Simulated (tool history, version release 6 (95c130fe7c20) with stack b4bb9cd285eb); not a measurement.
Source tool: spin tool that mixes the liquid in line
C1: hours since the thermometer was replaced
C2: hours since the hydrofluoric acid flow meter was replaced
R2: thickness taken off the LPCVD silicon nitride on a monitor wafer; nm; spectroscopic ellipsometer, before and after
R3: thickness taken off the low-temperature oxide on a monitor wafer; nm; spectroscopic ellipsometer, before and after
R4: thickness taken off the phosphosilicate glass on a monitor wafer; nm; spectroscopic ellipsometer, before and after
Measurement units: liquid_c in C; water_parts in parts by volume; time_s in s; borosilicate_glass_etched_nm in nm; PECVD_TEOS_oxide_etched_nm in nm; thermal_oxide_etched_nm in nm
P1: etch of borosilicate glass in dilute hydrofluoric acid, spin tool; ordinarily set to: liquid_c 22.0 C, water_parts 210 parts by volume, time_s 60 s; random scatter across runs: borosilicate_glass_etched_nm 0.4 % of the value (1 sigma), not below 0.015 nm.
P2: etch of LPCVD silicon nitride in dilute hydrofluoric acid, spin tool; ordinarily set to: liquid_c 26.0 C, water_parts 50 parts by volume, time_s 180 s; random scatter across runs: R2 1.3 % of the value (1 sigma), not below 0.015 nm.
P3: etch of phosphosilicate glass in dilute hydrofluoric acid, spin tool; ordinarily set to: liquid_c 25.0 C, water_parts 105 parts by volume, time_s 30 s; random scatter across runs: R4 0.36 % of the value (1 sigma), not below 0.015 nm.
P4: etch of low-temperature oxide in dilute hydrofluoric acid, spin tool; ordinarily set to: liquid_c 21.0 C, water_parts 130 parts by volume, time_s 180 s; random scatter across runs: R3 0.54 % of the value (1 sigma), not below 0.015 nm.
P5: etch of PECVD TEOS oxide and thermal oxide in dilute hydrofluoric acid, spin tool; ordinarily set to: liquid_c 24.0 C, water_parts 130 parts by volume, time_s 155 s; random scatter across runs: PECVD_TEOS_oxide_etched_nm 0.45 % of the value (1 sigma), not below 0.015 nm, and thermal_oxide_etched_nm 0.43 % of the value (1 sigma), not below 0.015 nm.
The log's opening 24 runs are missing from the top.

Run 25, day 5.896: process P1, liquid_c 17.0 C, water_parts 210 parts by volume, time_s 60 s; C1 339.8; C2 403.2. Result: borosilicate_glass_etched_nm 4.5549 nm.
Run 26, day 6.112: process P5, liquid_c 24.0 C, water_parts 240 parts by volume, time_s 155 s; C1 345.0; C2 408.4. Result: PECVD_TEOS_oxide_etched_nm 4.9797 nm, thermal_oxide_etched_nm 2.4779 nm.
Run 27, day 6.296: process P1, liquid_c 22.0 C, water_parts 115 parts by volume, time_s 100 s; C1 349.4; C2 412.8. Result: borosilicate_glass_etched_nm 18.9340 nm.
Run 28, day 6.588: process P4, liquid_c 21.0 C, water_parts 130 parts by volume, time_s 180 s; C1 356.4; C2 419.8. Result: R3 20.648 nm.
Run 29, day 6.800: process P2, liquid_c 18.0 C, water_parts 50 parts by volume, time_s 180 s; C1 361.5; C2 424.9. Result: R2 1.2502 nm.
Run 30, day 6.967: process P4, liquid_c 21.0 C, water_parts 215 parts by volume, time_s 180 s; C1 365.5; C2 428.9. Result: R3 11.422 nm.
Run 31, day 7.238: process P1, liquid_c 22.0 C, water_parts 210 parts by volume, time_s 60 s; C1 372.0; C2 435.4. Result: borosilicate_glass_etched_nm 5.6002 nm.
Run 32, day 7.454: process P1, liquid_c 22.0 C, water_parts 210 parts by volume, time_s 60 s; C1 377.2; C2 440.6. Result: borosilicate_glass_etched_nm 5.7583 nm.
Run 33, day 7.650: process P1, liquid_c 22.0 C, water_parts 210 parts by volume, time_s 60 s; C1 381.9; C2 445.3. Result: borosilicate_glass_etched_nm 5.8446 nm.

Run 34, settings as shown, results not yet in. Your forecast:
Run 34, day 7.867: process P1, liquid_c 22.0 C, water_parts 210 parts by volume, time_s 60 s; C1 387.1; C2 450.5. Result: borosilicate_glass_etched_nm ?.

{"run 34": {"borosilicate_glass_etched_nm": 5.8978}}

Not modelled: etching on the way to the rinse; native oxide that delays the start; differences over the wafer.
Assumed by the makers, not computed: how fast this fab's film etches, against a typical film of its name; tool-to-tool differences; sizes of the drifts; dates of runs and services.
